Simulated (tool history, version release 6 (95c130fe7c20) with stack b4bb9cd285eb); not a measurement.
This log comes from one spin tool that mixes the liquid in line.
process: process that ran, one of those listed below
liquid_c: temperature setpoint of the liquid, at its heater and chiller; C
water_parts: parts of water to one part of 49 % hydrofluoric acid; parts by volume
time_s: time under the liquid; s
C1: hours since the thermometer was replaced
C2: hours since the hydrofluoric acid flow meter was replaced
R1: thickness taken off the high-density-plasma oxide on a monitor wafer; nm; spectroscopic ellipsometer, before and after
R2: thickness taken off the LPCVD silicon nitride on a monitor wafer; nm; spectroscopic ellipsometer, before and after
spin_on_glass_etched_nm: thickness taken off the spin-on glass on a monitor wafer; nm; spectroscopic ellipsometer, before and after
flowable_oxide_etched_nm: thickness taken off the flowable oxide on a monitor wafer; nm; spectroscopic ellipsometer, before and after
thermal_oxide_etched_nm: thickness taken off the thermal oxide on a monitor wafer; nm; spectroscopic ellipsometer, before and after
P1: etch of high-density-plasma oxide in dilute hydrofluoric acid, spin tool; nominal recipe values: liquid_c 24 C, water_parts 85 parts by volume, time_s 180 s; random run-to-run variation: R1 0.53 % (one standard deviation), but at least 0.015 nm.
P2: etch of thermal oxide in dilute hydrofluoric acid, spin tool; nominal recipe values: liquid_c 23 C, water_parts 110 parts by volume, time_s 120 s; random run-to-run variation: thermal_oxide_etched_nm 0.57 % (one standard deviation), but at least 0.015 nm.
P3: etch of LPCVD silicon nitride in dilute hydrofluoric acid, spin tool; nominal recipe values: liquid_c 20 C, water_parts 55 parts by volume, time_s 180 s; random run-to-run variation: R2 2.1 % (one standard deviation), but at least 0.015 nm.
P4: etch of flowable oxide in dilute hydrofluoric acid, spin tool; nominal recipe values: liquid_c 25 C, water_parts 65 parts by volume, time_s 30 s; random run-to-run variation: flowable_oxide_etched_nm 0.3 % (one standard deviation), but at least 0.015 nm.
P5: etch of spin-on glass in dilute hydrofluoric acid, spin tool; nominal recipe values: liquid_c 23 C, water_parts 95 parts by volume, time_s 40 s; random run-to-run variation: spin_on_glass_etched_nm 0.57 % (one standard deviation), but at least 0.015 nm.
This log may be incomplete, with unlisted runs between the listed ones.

run 1 day=0.517 | process=P1 liquid_c=24 water_parts=85 time_s=180 | C1=1078.4 C2=338.6 | R1=13.929
run 2 day=1.192 | process=P3 liquid_c=20 water_parts=20 time_s=180 | C1=1094.6 C2=354.8 | R2=2.778
run 3 day=1.946 | process=P1 liquid_c=24 water_parts=85 time_s=100 | C1=1112.7 C2=372.9 | R1=7.6972
run 4 day=2.721 | process=P1 liquid_c=24 water_parts=145 time_s=180 | C1=1131.3 C2=391.5 | R1=7.6635
run 5 day=3.446 | process=P3 liquid_c=20 water_parts=55 time_s=20 | C1=1148.7 C2=408.9 | R2=0.1188
run 6 day=3.933 | process=P5 liquid_c=23 water_parts=95 time_s=40 | C1=1160.4 C2=420.6 | spin_on_glass_etched_nm=17.33
run 7 day=4.35 | process=P1 liquid_c=28 water_parts=85 time_s=180 | C1=1170.4 C2=430.6 | R1=16.206
run 8 day=5.05 | process=P1 liquid_c=24 water_parts=85 time_s=180 | C1=1187.2 C2=447.4 | R1=13.859
run 9 day=5.567 | process=P4 liquid_c=25 water_parts=65 time_s=30 | C1=1199.6 C2=459.8 | flowable_oxide_etched_nm=29.138
run 10 day=6.171 | process=P3 liquid_c=24.5 water_parts=55 time_s=180 | C1=1214.1 C2=474.3 | R2=1.455
run 11 day=6.558 | process=P4 liquid_c=25 water_parts=65 time_s=55 | C1=1223.4 C2=483.6 | flowable_oxide_etched_nm=53.283
run 12 day=7.162 | process=P2 liquid_c=23 water_parts=110 time_s=30 | C1=1237.9 C2=498.1 | thermal_oxide_etched_nm=1.2526
run 13 day=7.646 | process=P5 liquid_c=26.5 water_parts=95 time_s=40 | C1=1249.5 C2=509.7 | spin_on_glass_etched_nm=20.061
run 14 day=8.367 | process=P1 liquid_c=24 water_parts=85 time_s=180 | C1=1266.8 C2=527 | R1=13.777
run 15 day=9.071 | process=P4 liquid_c=17.5 water_parts=65 time_s=30 | C1=1283.7 C2=543.9 | flowable_oxide_etched_nm=21.151
run 16 day=9.846 | process=P1 liquid_c=19.5 water_parts=85 time_s=180 | C1=1302.3 C2=562.5 | R1=11.535
run 17 day=10.425 | process=P1 liquid_c=24 water_parts=85 time_s=180 | C1=1316.2 C2=576.4 | R1=13.863
run 18 day=11.121 | process=P5 liquid_c=23 water_parts=95 time_s=15 | C1=1332.9 C2=593.1 | spin_on_glass_etched_nm=6.5375
run 19 day=11.792 | process=P1 liquid_c=24 water_parts=85 time_s=180 | C1=1349 C2=609.2 | R1=14.015
run 20 day=12.183 | process=P1 liquid_c=24 water_parts=40 time_s=180 | C1=1358.4 C2=618.6 | R1=31.449
run 21 day=12.642 | process=P3 liquid_c=20 water_parts=55 time_s=180 | C1=1369.4 C2=629.6 | R2=1.0492
run 22 day=13.338 | process=P1 liquid_c=24 water_parts=85 time_s=180 | C1=1386.1 C2=646.3 | R1=14.07
run 23 day=13.938 | process=P2 liquid_c=23 water_parts=110 time_s=120 | C1=1400.5 C2=660.7 | thermal_oxide_etched_nm=5.0508
run 24 day=14.521 | process=P2 liquid_c=29 water_parts=110 time_s=120 | C1=1414.5 C2=674.7 | thermal_oxide_etched_nm=6.2641
run 25 day=14.975 | process=P3 liquid_c=20 water_parts=55 time_s=180 | C1=1425.4 C2=685.6 | R2=1.0376
run 26 day=15.508 | process=P4 liquid_c=25 water_parts=30 time_s=30 | C1=1438.2 C2=698.4 | flowable_oxide_etched_nm=65.962
run 27 day=16.167 | process=P2 liquid_c=23 water_parts=60 time_s=120 | C1=1454 C2=714.2 | thermal_oxide_etched_nm=9.861
-- day=16.412 hydrofluoric acid flow meter replaced
run 28 day=16.829 | process=P1 liquid_c=19 water_parts=85 time_s=285 | C1=1469.9 C2=10.1 | R1=17.906
run 29 day=17.325 | process=P5 liquid_c=23 water_parts=140 time_s=40 | C1=1481.8 C2=22 | spin_on_glass_etched_nm=11.169
run 30 day=17.729 | process=P1 liquid_c=24 water_parts=85 time_s=260 | C1=1491.5 C2=31.7 | R1=20.027
run 31 day=18.333 | process=P1 liquid_c=24 water_parts=85 time_s=180 | C1=1506 C2=46.2 | R1=13.872
run 32 day=18.8 | process=P1 liquid_c=24 water_parts=85 time_s=180 | C1=1517.2 C2=57.4 | R1=14.388

Run 33 comes next. What will it give?
run 33 day=19.375 | process=P1 liquid_c=24 water_parts=85 time_s=180 | C1=1531 C2=71.2 | R1=?

{"run 33": {"R1": 14.832}}

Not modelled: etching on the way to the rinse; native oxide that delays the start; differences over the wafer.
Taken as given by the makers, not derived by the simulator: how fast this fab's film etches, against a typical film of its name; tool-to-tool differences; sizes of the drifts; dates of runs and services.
